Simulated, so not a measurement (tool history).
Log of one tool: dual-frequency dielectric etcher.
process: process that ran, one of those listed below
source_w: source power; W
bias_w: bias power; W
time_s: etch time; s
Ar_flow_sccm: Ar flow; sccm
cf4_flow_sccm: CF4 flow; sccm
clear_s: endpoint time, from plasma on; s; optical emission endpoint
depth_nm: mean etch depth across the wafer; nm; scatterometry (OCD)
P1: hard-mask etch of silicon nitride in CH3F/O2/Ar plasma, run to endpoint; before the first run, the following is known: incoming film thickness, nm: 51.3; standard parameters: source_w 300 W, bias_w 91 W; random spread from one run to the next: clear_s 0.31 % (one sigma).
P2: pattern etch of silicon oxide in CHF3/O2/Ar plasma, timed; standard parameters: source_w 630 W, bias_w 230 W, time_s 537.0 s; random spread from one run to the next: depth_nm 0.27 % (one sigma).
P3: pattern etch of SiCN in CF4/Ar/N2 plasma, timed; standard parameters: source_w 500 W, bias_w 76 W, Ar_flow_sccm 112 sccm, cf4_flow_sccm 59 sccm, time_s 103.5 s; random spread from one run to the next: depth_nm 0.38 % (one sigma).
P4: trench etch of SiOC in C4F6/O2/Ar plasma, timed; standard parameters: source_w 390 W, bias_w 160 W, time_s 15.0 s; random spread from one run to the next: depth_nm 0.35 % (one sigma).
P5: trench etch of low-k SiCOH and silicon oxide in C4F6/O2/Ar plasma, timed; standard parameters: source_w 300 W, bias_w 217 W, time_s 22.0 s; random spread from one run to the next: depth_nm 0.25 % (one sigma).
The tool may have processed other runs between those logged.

{"run": 1, "hour": 5.2, "process": "P1", "source_w": 300, "bias_w": 91, "clear_s": 76.869}
{"run": 2, "hour": 13.0, "process": "P5", "source_w": 300, "bias_w": 217, "time_s": 22.0, "depth_nm": 64.581}
{"run": 3, "hour": 18.5, "process": "P4", "source_w": 390, "bias_w": 227, "time_s": 15.0, "depth_nm": 33.564}
{"run": 4, "hour": 25.5, "process": "P3", "source_w": 500, "bias_w": 76, "time_s": 103.5, "Ar_flow_sccm": 135, "cf4_flow_sccm": 59, "depth_nm": 92.449}
{"run": 5, "hour": 29.6, "process": "P5", "source_w": 430, "bias_w": 217, "time_s": 22.0, "depth_nm": 74.35}
{"run": 6, "hour": 38.1, "process": "P3", "source_w": 630, "bias_w": 76, "time_s": 103.5, "Ar_flow_sccm": 112, "cf4_flow_sccm": 59, "depth_nm": 116.62}
{"run": 7, "hour": 44.0, "process": "P4", "source_w": 390, "bias_w": 160, "time_s": 15.0, "depth_nm": 29.965}
{"run": 8, "hour": 51.2, "process": "P1", "source_w": 300, "bias_w": 91, "clear_s": 77.383}
{"run": 9, "hour": 58.2, "process": "P3", "source_w": 500, "bias_w": 76, "time_s": 152.0, "Ar_flow_sccm": 112, "cf4_flow_sccm": 59, "depth_nm": 139.7}
{"run": 10, "hour": 66.4, "process": "P1", "source_w": 300, "bias_w": 71, "clear_s": 84.458}
{"run": 11, "hour": 70.5, "process": "P3", "source_w": 500, "bias_w": 76, "time_s": 103.5, "Ar_flow_sccm": 112, "cf4_flow_sccm": 73, "depth_nm": 98.349}
{"run": 12, "hour": 78.5, "process": "P2", "source_w": 630, "bias_w": 230, "time_s": 537.0, "depth_nm": 1130.5}
{"run": 13, "hour": 84.9, "process": "P1", "source_w": 300, "bias_w": 91, "clear_s": 77.133}
{"run": 14, "hour": 90.3, "process": "P2", "source_w": 630, "bias_w": 230, "time_s": 537.0, "depth_nm": 1130.5}
{"run": 15, "hour": 98.4, "process": "P4", "source_w": 390, "bias_w": 160, "time_s": 18.5, "depth_nm": 37.118}
{"run": 16, "hour": 105.5, "process": "P1", "source_w": 190, "bias_w": 74, "clear_s": 98.621}
{"run": 17, "hour": 111.5, "process": "P2", "source_w": 630, "bias_w": 230, "time_s": 339.0, "depth_nm": 711.02}
{"run": 18, "hour": 116.2, "process": "P1", "source_w": 180, "bias_w": 60, "clear_s": 108.79}
{"run": 19, "hour": 120.5, "process": "P1", "source_w": 230, "bias_w": 75, "clear_s": 91.931}
{"run": 20, "hour": 126.3, "process": "P5", "source_w": 300, "bias_w": 151, "time_s": 22.0, "depth_nm": 57.371}
{"run": 21, "hour": 130.2, "process": "P3", "source_w": 500, "bias_w": 47, "time_s": 103.5, "Ar_flow_sccm": 112, "cf4_flow_sccm": 59, "depth_nm": 80.313}
{"run": 22, "hour": 134.9, "process": "P1", "source_w": 220, "bias_w": 91, "clear_s": 86.814}
{"run": 23, "hour": 142.9, "process": "P5", "source_w": 300, "bias_w": 217, "time_s": 22.0, "depth_nm": 64.624}
{"run": 24, "hour": 147.3, "process": "P2", "source_w": 370, "bias_w": 230, "time_s": 537.0, "depth_nm": 928.82}
{"run": 25, "hour": 154.7, "process": "P3", "source_w": 500, "bias_w": 76, "time_s": 103.5, "Ar_flow_sccm": 112, "cf4_flow_sccm": 59, "depth_nm": 95.074}
{"run": 26, "hour": 163.2, "process": "P1", "source_w": 300, "bias_w": 129, "clear_s": 67.428}
{"run": 27, "hour": 168.8, "process": "P5", "source_w": 300, "bias_w": 217, "time_s": 14.0, "depth_nm": 41.302}

Run 28, settings as shown, results not yet in. Your forecast:
{"run": 28, "hour": 174.2, "process": "P2", "source_w": 630, "bias_w": 324, "time_s": 537.0, "depth_nm": "?"}

{"run 28": {"depth_nm": 1271.4}}
